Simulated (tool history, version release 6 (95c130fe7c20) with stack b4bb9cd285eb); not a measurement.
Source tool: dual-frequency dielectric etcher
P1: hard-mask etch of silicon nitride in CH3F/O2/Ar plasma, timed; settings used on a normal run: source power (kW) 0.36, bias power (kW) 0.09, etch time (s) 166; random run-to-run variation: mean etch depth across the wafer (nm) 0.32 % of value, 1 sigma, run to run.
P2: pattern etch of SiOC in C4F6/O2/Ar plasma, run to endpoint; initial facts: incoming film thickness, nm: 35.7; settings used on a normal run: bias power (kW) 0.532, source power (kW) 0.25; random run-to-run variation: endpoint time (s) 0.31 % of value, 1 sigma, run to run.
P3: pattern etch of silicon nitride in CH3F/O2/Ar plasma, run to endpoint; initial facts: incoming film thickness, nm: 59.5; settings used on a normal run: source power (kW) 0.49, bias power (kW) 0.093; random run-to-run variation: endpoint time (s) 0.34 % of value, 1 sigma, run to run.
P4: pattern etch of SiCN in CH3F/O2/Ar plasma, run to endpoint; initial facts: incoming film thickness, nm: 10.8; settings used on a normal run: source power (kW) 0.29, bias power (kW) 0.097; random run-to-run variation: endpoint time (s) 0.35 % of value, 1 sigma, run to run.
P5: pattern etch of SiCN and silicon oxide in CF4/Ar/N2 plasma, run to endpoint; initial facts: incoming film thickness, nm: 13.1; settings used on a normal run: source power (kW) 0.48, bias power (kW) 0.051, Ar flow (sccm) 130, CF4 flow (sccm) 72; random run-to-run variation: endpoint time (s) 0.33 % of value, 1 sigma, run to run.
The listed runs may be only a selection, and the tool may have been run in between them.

run   hour  process that ran  source power (kW)  bias power (kW)  etch time (s)  Ar flow (sccm)  CF4 flow (sccm)  hours since the last wet clean  hours since the last source power generator calibration  hours since the last bias power generator calibration  mean etch depth across the wafer (nm)  endpoint time (s)
  1   11.1                P1               0.36             0.09            166                                                            159.9                                                    619.4                                                 2394.1                                 119.49
  2   22.3                P1               0.36            0.059            166                                                            171.1                                                    630.6                                                 2405.3                                 102.81
  3   33.3                P5               0.38            0.051                            130               72                           182.1                                                    641.6                                                 2416.3                                                    20.323
  4   43.4                P5               0.48            0.051                            130               72                           192.2                                                    651.7                                                 2426.4                                                    16.479
  5   49.6                P5               0.48            0.051                            130               91                           198.4                                                    657.9                                                 2432.6                                                    15.871
  6   61.7                P2               0.25            0.532                                                                           210.5                                                      670                                                 2444.7                                                    13.647
  7   68.3                P3               0.49            0.093                                                                           217.1                                                    676.6                                                 2451.3                                                    72.762
  8   75.8                P1               0.36            0.116            166                                                            224.6                                                    684.1                                                 2458.8                                 131.58
  9   83.8                P2               0.16            0.532                                                                           232.6                                                    692.1                                                 2466.8                                                    16.021
 10   95.3                P2               0.25            0.637                                                                           244.1                                                    703.6                                                 2478.3                                                    12.699
 11    105                P1               0.26             0.09            132                                                            253.8                                                    713.3                                                   2488                                 84.448
 12  114.7                P1               0.36             0.09            242                                                            263.5                                                      723                                                 2497.7                                 174.87
 13  122.6                P1               0.36             0.09            166                                                            271.4                                                    730.9                                                 2505.6                                 119.33
 14  129.6                P1               0.21             0.09            166                                                            278.4                                                    737.9                                                 2512.6                                 97.183
 15  136.5                P5               0.48            0.051                            130               72                           285.3                                                    744.8                                                 2519.5                                                    16.482
 16  148.5                P1               0.43             0.09            166                                                            297.3                                                    756.8                                                 2531.5                                 127.39
 17  155.9                P5               0.48            0.062                            130               72                           304.7                                                    764.2                                                 2538.9                                                    15.414
 18  165.2                P3                0.6            0.093                                                                             314                                                    773.5                                                 2548.2                                                    67.797
 19  176.9                P1               0.36             0.09            166                                                            325.7                                                    785.2                                                 2559.9                                 119.24
 20  186.9                P1               0.36             0.09            166                                                            335.7                                                    795.2                                                 2569.9                                 120.06
 21  193.2                P3               0.49            0.093                                                                             342                                                    801.5                                                 2576.2                                                    73.466
 22  200.2                P4                0.2            0.097                                                                             349                                                    808.5                                                 2583.2                                                    33.393
 23  211.5                P4               0.29            0.116                                                                           360.3                                                    819.8                                                 2594.5                                                      27.1
 24  219.1                P1               0.36             0.09           91.5                                                            367.9                                                    827.4                                                 2602.1                                 65.454
 25  228.4                P4               0.29            0.097                                                                           377.2                                                    836.7                                                 2611.4                                                    29.244
 26  236.3                P3               0.49            0.068                                                                           385.1                                                    844.6                                                 2619.3                                                    81.598
 27  245.8                P1               0.36             0.09            166                                                            394.6                                                    854.1                                                 2628.8                                  119.4
 28  256.1                P5               0.48            0.051                            156               72                           404.9                                                    864.4                                                 2639.1                                                    17.053
 29  262.7                P1               0.36             0.09            166                                                            411.5                                                      871                                                 2645.7                                  119.7
 30  271.6                P1               0.36             0.09            166                                                            420.4                                                    879.9                                                 2654.6                                 118.73
 31    282                P1               0.36             0.09            166                                                            430.8                                                    890.3                                                   2665                                 117.97
 32  291.8                P1               0.36             0.09            166                                                            440.6                                                    900.1                                                 2674.8                                 117.96
 33  298.2                P1               0.36             0.09            166                                                              447                                                    906.5                                                 2681.2                                 117.99
 34  306.2                P1               0.36             0.09            166                                                              455                                                    914.5                                                 2689.2                                 118.16
 35  315.2                P1               0.36             0.09            166                                                              464                                                    923.5                                                 2698.2                                  118.2
     321.1  -- wet clean of the chamber
 36    325                P1               0.36             0.09            166                                                                4                                                    933.3                                                   2708                                 117.62
 37  331.6                P1               0.36             0.09            166                                                             10.6                                                    939.9                                                 2714.6                                 117.22
 38  340.8                P1               0.36             0.09            166                                                             19.8                                                    949.1                                                 2723.8                                 117.66
 39  351.8                P1               0.36             0.09            166                                                             30.8                                                    960.1                                                 2734.8                                 117.94

P1 has crept away from where it was. The log is fitted equally well by each of these 2 causes, at the sizes shown:
A: source power that arrives under what is set, % = 4.26
B: bias power that arrives under what is set, % = 4.4
The creep began at about hour 262.7.
Each remaining cause and why it is not a fit:
chamber walls in a state that lowers the etch rate, %: serviced at hour 321.1, which brought nothing back

4 check runs are offered, one wafer each, their results left as question marks. Which one tells the causes apart?
check 1  362.8                P4               0.29            0.097                                                                                                                                                                                                                                                         ?
check 2  362.8                P2               0.25            0.532                                                                                                                                                                                                                                                         ?
check 3  362.8                P5               0.48            0.051                            130               72                                                                                                                                                                                                         ?
check 4  362.8                P3               0.49            0.093                                                                                                                                                                                                                                                         ?

Expected result of each check under each candidate cause:
  check             result    if A    if B
check 1  endpoint time (s)  29.657  29.692
check 2  endpoint time (s)  13.833  13.852
check 3  endpoint time (s)  17.152  16.742
check 4  endpoint time (s)  74.174  74.148
Minimum pairwise separation of causes per check, each pair taken at its best-separating result: check 1 0.12 %; check 2 0.14 %; check 3 2.42 %; check 4 0.03 %
Check 3 is the one run that separates the causes; every other check would come out nearly the same whichever cause is at work.

Check 3 has now been run. It gave: endpoint time (s) 17.18. Which of the candidate causes is it?

A is the cause: source power that arrives under what is set, %.

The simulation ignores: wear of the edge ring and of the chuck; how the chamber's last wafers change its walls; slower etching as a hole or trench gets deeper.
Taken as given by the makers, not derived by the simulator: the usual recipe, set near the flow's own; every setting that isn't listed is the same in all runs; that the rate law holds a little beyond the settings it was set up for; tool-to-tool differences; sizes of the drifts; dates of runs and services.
